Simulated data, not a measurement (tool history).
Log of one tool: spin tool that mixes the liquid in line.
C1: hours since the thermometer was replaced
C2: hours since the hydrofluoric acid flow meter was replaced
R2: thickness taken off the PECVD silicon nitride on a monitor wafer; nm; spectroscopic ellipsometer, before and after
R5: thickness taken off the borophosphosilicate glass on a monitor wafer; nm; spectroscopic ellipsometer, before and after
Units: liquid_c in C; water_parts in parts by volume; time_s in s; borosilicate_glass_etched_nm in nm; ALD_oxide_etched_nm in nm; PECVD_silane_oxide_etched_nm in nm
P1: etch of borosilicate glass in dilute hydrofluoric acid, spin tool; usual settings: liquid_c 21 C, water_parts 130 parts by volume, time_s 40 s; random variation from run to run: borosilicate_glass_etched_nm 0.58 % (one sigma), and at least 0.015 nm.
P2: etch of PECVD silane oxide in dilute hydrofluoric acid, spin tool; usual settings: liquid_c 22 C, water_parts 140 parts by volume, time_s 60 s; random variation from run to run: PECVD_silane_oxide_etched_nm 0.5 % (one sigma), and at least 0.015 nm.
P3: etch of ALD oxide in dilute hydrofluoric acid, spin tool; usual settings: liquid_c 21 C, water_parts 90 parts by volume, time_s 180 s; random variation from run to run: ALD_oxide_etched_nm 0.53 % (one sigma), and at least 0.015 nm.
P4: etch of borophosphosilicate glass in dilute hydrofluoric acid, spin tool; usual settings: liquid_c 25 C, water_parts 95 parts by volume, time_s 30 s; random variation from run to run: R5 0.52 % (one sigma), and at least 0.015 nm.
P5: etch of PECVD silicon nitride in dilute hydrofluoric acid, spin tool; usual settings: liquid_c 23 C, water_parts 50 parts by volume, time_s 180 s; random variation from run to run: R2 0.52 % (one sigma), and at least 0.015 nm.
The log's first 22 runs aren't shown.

Run 23, day 5.029: process P1, liquid_c 21 C, water_parts 130 parts by volume, time_s 80 s; C1 1472.2; C2 1142.4. Result: borosilicate_glass_etched_nm 13.272 nm.
Run 24, day 5.342: process P1, liquid_c 21 C, water_parts 130 parts by volume, time_s 15 s; C1 1479.7; C2 1149.9. Result: borosilicate_glass_etched_nm 2.4856 nm.
Run 25, day 5.646: process P2, liquid_c 22 C, water_parts 240 parts by volume, time_s 60 s; C1 1487; C2 1157.2. Result: PECVD_silane_oxide_etched_nm 4.3541 nm.
Run 26, day 5.912: process P3, liquid_c 21 C, water_parts 90 parts by volume, time_s 15 s; C1 1493.4; C2 1163.6. Result: ALD_oxide_etched_nm 3.9982 nm.
Run 27, day 6.133: process P2, liquid_c 22 C, water_parts 140 parts by volume, time_s 15 s; C1 1498.7; C2 1168.9. Result: PECVD_silane_oxide_etched_nm 2.0698 nm.
Run 28, day 6.317: process P4, liquid_c 25 C, water_parts 95 parts by volume, time_s 15 s; C1 1503.1; C2 1173.3. Result: R5 8.5687 nm.
Run 29, day 6.496: process P5, liquid_c 23 C, water_parts 90 parts by volume, time_s 180 s; C1 1507.4; C2 1177.6. Result: R2 3.2298 nm.
Run 30, day 6.671: process P1, liquid_c 17 C, water_parts 180 parts by volume, time_s 40 s; C1 1511.6; C2 1181.8. Result: borosilicate_glass_etched_nm 3.8372 nm.
Run 31, day 6.867: process P1, liquid_c 21 C, water_parts 70 parts by volume, time_s 75 s; C1 1516.3; C2 1186.5. Result: borosilicate_glass_etched_nm 24.492 nm.
Run 32, day 7.05: process P2, liquid_c 17 C, water_parts 140 parts by volume, time_s 60 s; C1 1520.7; C2 1190.9. Result: PECVD_silane_oxide_etched_nm 6.7637 nm.
Run 33, day 7.196: process P1, liquid_c 21 C, water_parts 130 parts by volume, time_s 40 s; C1 1524.2; C2 1194.4. Result: borosilicate_glass_etched_nm 6.648 nm.
Run 34, day 7.396: process P1, liquid_c 21 C, water_parts 130 parts by volume, time_s 40 s; C1 1529; C2 1199.2. Result: borosilicate_glass_etched_nm 6.4385 nm.
Run 35, day 7.625: process P1, liquid_c 21 C, water_parts 130 parts by volume, time_s 40 s; C1 1534.5; C2 1204.7. Result: borosilicate_glass_etched_nm 6.2902 nm.
Run 36, day 7.796: process P1, liquid_c 21 C, water_parts 130 parts by volume, time_s 40 s; C1 1538.6; C2 1208.8. Result: borosilicate_glass_etched_nm 6.18 nm.
Run 37, day 8.108: process P1, liquid_c 21 C, water_parts 130 parts by volume, time_s 40 s; C1 1546.1; C2 1216.3. Result: borosilicate_glass_etched_nm 6.1187 nm.

Run 38 comes next. What will it give?
Run 38, day 8.254: process P1, liquid_c 21 C, water_parts 130 parts by volume, time_s 40 s; C1 1549.6; C2 1219.8. Result: borosilicate_glass_etched_nm ?.

{"run 38": {"borosilicate_glass_etched_nm": 6.1985}}
